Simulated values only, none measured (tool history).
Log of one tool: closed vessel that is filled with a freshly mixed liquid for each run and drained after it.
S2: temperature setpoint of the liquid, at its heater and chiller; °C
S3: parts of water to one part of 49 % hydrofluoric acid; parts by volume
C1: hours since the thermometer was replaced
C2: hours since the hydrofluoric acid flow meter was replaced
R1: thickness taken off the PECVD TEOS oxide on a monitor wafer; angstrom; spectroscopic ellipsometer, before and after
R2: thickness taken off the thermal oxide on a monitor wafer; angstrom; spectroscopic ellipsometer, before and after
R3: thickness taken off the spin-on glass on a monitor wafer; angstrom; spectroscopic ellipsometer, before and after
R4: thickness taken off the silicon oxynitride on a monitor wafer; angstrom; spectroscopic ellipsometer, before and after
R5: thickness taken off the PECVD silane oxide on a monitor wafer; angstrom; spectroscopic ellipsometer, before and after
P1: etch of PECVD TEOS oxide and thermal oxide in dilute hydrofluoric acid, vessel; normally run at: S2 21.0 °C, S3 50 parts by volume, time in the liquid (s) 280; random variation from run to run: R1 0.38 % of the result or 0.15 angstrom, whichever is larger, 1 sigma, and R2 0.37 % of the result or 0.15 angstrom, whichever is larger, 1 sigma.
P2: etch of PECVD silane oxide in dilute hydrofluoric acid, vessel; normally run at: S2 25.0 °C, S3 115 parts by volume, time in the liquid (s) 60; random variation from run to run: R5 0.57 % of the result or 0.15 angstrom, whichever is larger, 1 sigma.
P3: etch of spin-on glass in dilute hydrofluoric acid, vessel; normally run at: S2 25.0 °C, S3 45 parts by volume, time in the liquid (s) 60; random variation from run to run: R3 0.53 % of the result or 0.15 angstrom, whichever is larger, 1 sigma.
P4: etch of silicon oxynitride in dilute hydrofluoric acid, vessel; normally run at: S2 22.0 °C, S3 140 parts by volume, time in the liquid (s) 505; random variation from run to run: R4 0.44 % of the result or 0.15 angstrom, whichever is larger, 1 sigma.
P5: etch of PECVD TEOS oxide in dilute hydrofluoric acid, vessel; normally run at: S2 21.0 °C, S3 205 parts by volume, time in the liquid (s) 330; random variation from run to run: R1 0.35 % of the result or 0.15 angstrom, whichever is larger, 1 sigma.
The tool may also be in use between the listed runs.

run 1 day=0.254 | process_that_ran=P1 S2=21.0 S3=50 time_in_the_liquid_(s)=280 | C1=230.3 C2=765.2 | R1=519.650 R2=250.940
run 2 day=0.567 | process_that_ran=P1 S2=21.0 S3=50 time_in_the_liquid_(s)=70 | C1=237.8 C2=772.7 | R1=129.340 R2=63.091
run 3 day=1.129 | process_that_ran=P3 S2=25.0 S3=45 time_in_the_liquid_(s)=60 | C1=251.3 C2=786.2 | R3=604.08
run 4 day=1.633 | process_that_ran=P4 S2=22.0 S3=140 time_in_the_liquid_(s)=505 | C1=263.4 C2=798.3 | R4=59.077
run 5 day=1.992 | process_that_ran=P1 S2=21.0 S3=50 time_in_the_liquid_(s)=280 | C1=272.0 C2=806.9 | R1=520.910 R2=249.380
run 6 day=2.492 | process_that_ran=P1 S2=24.5 S3=50 time_in_the_liquid_(s)=30 | C1=284.0 C2=818.9 | R1=64.405 R2=30.809
run 7 day=2.988 | process_that_ran=P2 S2=20.0 S3=115 time_in_the_liquid_(s)=60 | C1=295.9 C2=830.8 | R5=195.95
run 8 day=3.450 | process_that_ran=P4 S2=28.5 S3=140 time_in_the_liquid_(s)=505 | C1=307.0 C2=841.9 | R4=79.144
run 9 day=3.942 | process_that_ran=P1 S2=21.0 S3=20 time_in_the_liquid_(s)=280 | C1=318.8 C2=853.7 | R1=1344.700 R2=647.210
run 10 day=4.229 | process_that_ran=P1 S2=17.0 S3=75 time_in_the_liquid_(s)=280 | C1=325.7 C2=860.6 | R1=284.310 R2=136.000
run 11 day=4.571 | process_that_ran=P5 S2=21.0 S3=205 time_in_the_liquid_(s)=330 | C1=333.9 C2=868.8 | R1=181.540
run 12 day=4.946 | process_that_ran=P3 S2=25.0 S3=70 time_in_the_liquid_(s)=60 | C1=342.9 C2=877.8 | R3=372.51
run 13 day=5.454 | process_that_ran=P4 S2=22.0 S3=140 time_in_the_liquid_(s)=505 | C1=355.1 C2=890.0 | R4=59.177
run 14 day=5.775 | process_that_ran=P5 S2=21.0 S3=360 time_in_the_liquid_(s)=330 | C1=362.8 C2=897.7 | R1=89.234
run 15 day=6.196 | process_that_ran=P1 S2=17.0 S3=50 time_in_the_liquid_(s)=280 | C1=372.9 C2=907.8 | R1=438.790 R2=210.700
run 16 day=6.525 | process_that_ran=P1 S2=28.5 S3=50 time_in_the_liquid_(s)=80 | C1=380.8 C2=915.7 | R1=202.340 R2=97.132
run 17 day=6.971 | process_that_ran=P5 S2=17.0 S3=205 time_in_the_liquid_(s)=330 | C1=391.5 C2=926.4 | R1=155.290
run 18 day=7.250 | process_that_ran=P2 S2=25.0 S3=25 time_in_the_liquid_(s)=60 | C1=398.2 C2=933.1 | R5=1239.20
run 19 day=7.650 | process_that_ran=P4 S2=22.0 S3=140 time_in_the_liquid_(s)=205 | C1=407.8 C2=942.7 | R4=23.757
run 20 day=8.100 | process_that_ran=P1 S2=21.0 S3=50 time_in_the_liquid_(s)=280 | C1=418.6 C2=953.5 | R1=517.950 R2=251.480
run 21 day=8.442 | process_that_ran=P2 S2=25.0 S3=115 time_in_the_liquid_(s)=30 | C1=426.8 C2=961.7 | R5=119.80
run 22 day=8.725 | process_that_ran=P3 S2=25.0 S3=45 time_in_the_liquid_(s)=30 | C1=433.6 C2=968.5 | R3=300.84
run 23 day=9.117 | process_that_ran=P1 S2=29.0 S3=50 time_in_the_liquid_(s)=280 | C1=443.0 C2=977.9 | R1=718.760 R2=348.260
run 24 day=9.496 | process_that_ran=P1 S2=21.0 S3=50 time_in_the_liquid_(s)=280 | C1=452.1 C2=987.0 | R1=515.150 R2=249.870
run 25 day=9.862 | process_that_ran=P1 S2=21.0 S3=90 time_in_the_liquid_(s)=280 | C1=460.9 C2=995.8 | R1=275.210 R2=132.670
run 26 day=10.121 | process_that_ran=P1 S2=21.0 S3=50 time_in_the_liquid_(s)=280 | C1=467.1 C2=1002.0 | R1=519.940 R2=250.490
run 27 day=10.492 | process_that_ran=P3 S2=25.0 S3=45 time_in_the_liquid_(s)=60 | C1=476.0 C2=1010.9 | R3=606.19
run 28 day=10.921 | process_that_ran=P2 S2=25.0 S3=115 time_in_the_liquid_(s)=60 | C1=486.3 C2=1021.2 | R5=240.73
run 29 day=11.283 | process_that_ran=P1 S2=21.0 S3=50 time_in_the_liquid_(s)=480 | C1=495.0 C2=1029.9 | R1=891.270 R2=429.190

Forecast run 30:
run 30 day=11.808 | process_that_ran=P5 S2=21.0 S3=205 time_in_the_liquid_(s)=650 | C1=507.6 C2=1042.5 | R1=?

{"run 30": {"R1": 356.56}}

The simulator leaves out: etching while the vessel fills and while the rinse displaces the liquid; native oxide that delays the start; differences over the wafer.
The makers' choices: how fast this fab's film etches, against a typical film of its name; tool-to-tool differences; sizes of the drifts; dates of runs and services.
